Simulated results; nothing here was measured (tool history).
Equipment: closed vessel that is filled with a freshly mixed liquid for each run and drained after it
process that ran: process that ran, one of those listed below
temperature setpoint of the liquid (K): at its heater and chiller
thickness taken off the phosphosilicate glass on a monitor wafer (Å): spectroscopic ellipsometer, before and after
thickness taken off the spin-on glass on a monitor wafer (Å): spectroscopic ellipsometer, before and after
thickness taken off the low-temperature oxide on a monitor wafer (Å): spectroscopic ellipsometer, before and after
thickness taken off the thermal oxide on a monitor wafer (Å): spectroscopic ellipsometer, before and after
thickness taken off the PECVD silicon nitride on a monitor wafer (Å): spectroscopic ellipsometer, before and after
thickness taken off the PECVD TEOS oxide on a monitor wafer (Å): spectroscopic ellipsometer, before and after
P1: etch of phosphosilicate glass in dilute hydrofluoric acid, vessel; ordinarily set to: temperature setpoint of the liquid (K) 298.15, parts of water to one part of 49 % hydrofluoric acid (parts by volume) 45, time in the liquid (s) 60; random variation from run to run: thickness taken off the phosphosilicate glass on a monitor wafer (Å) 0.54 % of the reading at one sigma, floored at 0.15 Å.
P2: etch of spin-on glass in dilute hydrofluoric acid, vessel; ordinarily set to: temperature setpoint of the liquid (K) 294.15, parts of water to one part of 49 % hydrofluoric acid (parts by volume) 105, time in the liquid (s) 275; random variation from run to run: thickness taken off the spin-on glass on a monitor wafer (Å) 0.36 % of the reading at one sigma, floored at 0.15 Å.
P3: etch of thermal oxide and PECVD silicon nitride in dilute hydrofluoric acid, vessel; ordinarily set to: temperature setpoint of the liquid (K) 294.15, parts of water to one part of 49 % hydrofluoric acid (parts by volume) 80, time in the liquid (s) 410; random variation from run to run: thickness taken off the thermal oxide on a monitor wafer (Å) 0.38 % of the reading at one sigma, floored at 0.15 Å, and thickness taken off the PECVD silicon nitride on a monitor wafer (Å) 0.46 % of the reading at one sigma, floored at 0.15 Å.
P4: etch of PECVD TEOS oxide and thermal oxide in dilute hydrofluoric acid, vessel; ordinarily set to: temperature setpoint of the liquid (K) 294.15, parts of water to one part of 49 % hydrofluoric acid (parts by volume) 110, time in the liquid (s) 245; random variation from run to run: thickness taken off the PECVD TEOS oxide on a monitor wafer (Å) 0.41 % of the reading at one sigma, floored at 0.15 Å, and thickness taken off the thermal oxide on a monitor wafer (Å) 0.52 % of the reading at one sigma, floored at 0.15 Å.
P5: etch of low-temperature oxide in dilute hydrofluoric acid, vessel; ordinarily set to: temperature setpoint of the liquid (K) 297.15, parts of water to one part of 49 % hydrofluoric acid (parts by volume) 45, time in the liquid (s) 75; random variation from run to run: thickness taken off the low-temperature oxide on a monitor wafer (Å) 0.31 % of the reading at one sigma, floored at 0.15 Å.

run,hour,process that ran,temperature setpoint of the liquid (K),parts of water to one part of 49 % hydrofluoric acid (parts by volume),time in the liquid (s),hours since the thermometer was replaced,hours since the hydrofluoric acid flow meter was replaced,thickness taken off the phosphosilicate glass on a monitor wafer (Å),thickness taken off the spin-on glass on a monitor wafer (Å),thickness taken off the low-temperature oxide on a monitor wafer (Å),thickness taken off the thermal oxide on a monitor wafer (Å),thickness taken off the PECVD silicon nitride on a monitor wafer (Å),thickness taken off the PECVD TEOS oxide on a monitor wafer (Å)
1,7.8,P1,298.15,45,60,1113.9,868.5,933.82,,,,,
2,15.2,P2,294.15,105,450,1121.3,875.9,,747.16,,,,
3,18.8,P1,305.15,45,60,1124.9,879.5,1211.9,,,,,
4,26,P5,297.15,75,75,1132.1,886.7,,,121.89,,,
5,30.7,P2,294.15,180,275,1136.8,891.4,,246.46,,,,
6,37.3,P1,298.15,45,60,1143.4,898,918.66,,,,,
7,41.8,P3,297.65,80,410,1147.9,902.5,,,,238.1,290.39,
8,47.8,P1,298.15,45,105,1153.9,908.5,1616.6,,,,,
9,55,P1,298.15,45,60,1161.1,915.7,923.08,,,,,
10,59.6,P5,297.15,45,150,1165.7,920.3,,,417.17,,,
11,66.6,P1,298.15,45,30,1172.7,927.3,458.96,,,,,
12,71.9,P1,290.15,45,60,1178,932.6,662.19,,,,,
13,76.6,P1,298.15,45,60,1182.7,937.3,925.41,,,,,
14,84.1,P3,294.15,115,410,1190.2,944.8,,,,136.79,161.44,
15,91.5,P1,298.15,80,60,1197.6,952.2,492.82,,,,,
16,99.3,P1,298.15,45,60,1205.4,960,929.91,,,,,
17,103,P3,294.15,80,410,1209.1,963.7,,,,205.76,229.31,
18,110.7,P4,294.15,110,30,1216.8,971.4,,,,11.759,,30.838
19,116.1,P1,298.15,65,30,1222.2,976.8,314.94,,,,,
20,119.8,P1,298.15,45,60,1225.9,980.5,914.88,,,,,
21,125.6,P4,294.15,155,245,1231.7,986.3,,,,65.617,,170.1
22,129.8,P5,297.15,45,75,1235.9,990.5,,,209.76,,,
23,136.9,P1,298.15,20,60,1243,997.6,2146.5,,,,,
24,141,P1,301.65,45,30,1247.1,1001.7,527.94,,,,,
# hour 147: thermometer replaced
25,148.6,P1,293.15,70,60,1.6,1009.3,470.22,,,,,
26,154.6,P3,294.15,80,680,7.6,1015.3,,,,338.7,381.67,
27,162.3,P5,290.15,45,75,15.3,1023,,,155.57,,,
28,168.8,P2,294.15,105,275,21.8,1029.5,,461.03,,,,
29,175.3,P4,290.15,110,245,28.3,1036,,,,82.164,,214.65
30,183.2,P4,294.15,110,245,36.2,1043.9,,,,97.221,,252.33
31,189.9,P1,298.15,45,60,42.9,1050.6,920.83,,,,,
32,193.3,P2,301.15,105,275,46.3,1054,,607.29,,,,
33,198.5,P4,294.15,110,245,51.5,1059.2,,,,96.029,,252.91
34,203.1,P1,298.15,45,60,56.1,1063.8,918.85,,,,,
35,208.5,P1,298.15,45,60,61.5,1069.2,966.88,,,,,
36,214.5,P1,298.15,45,60,67.5,1075.2,982.28,,,,,
37,221.1,P1,298.15,45,60,74.1,1081.8,1002.4,,,,,
38,226.3,P1,298.15,45,60,79.3,1087,1007.6,,,,,
39,232.9,P1,298.15,45,60,85.9,1093.6,1002.7,,,,,
40,237.8,P1,298.15,45,60,90.8,1098.5,1002.9,,,,,
41,242.8,P1,298.15,45,60,95.8,1103.5,1009.1,,,,,
42,246.9,P1,298.15,45,60,99.9,1107.6,1006.9,,,,,

P1 has crept away from where it was. The log is fitted equally well by each of these 2 causes, at the sizes shown:
A: hydrofluoric acid flow above the setpoint (%) = 9.34
B: liquid hotter than its thermometer reads (K) = 2.34
At approximately hour 203.1, the process output began to creep.

The check runs listed below each take one wafer, and their results are still question marks. Under which run would the listed causes lead to clearly different results?
check 1,251,P4,294.15,110,245,,,,,,?,,?
check 2,251,P5,297.15,45,75,,,,,?,,,
check 3,251,P3,294.15,80,410,,,,,,?,?,
check 4,251,P2,294.15,105,275,,,,?,,,,

Check results expected under each cause:
check,result,if A,if B
check 1,thickness taken off the thermal oxide on a monitor wafer (Å),106.88,106.2
check 1,thickness taken off the PECVD TEOS oxide on a monitor wafer (Å),279.38,277.61
check 2,thickness taken off the low-temperature oxide on a monitor wafer (Å),230.39,230.73
check 3,thickness taken off the thermal oxide on a monitor wafer (Å),225.91,225.52
check 3,thickness taken off the PECVD silicon nitride on a monitor wafer (Å),251.23,269.6
check 4,thickness taken off the spin-on glass on a monitor wafer (Å),506.9,504.06
Per-check spread between the two closest causes, in the result where they differ most: check 1 0.64 %; check 2 0.15 %; check 3 7.06 %; check 4 0.56 %
Check 3 distinguishes between the causes, while the remaining checks would return nearly the same result for all of them.

Running check 3 produced the following: thickness taken off the thermal oxide on a monitor wafer (Å) 224.85; thickness taken off the PECVD silicon nitride on a monitor wafer (Å) 251.4. Which one of the listed causes fits?

The correct cause is A, namely: hydrofluoric acid flow above the setpoint (%).
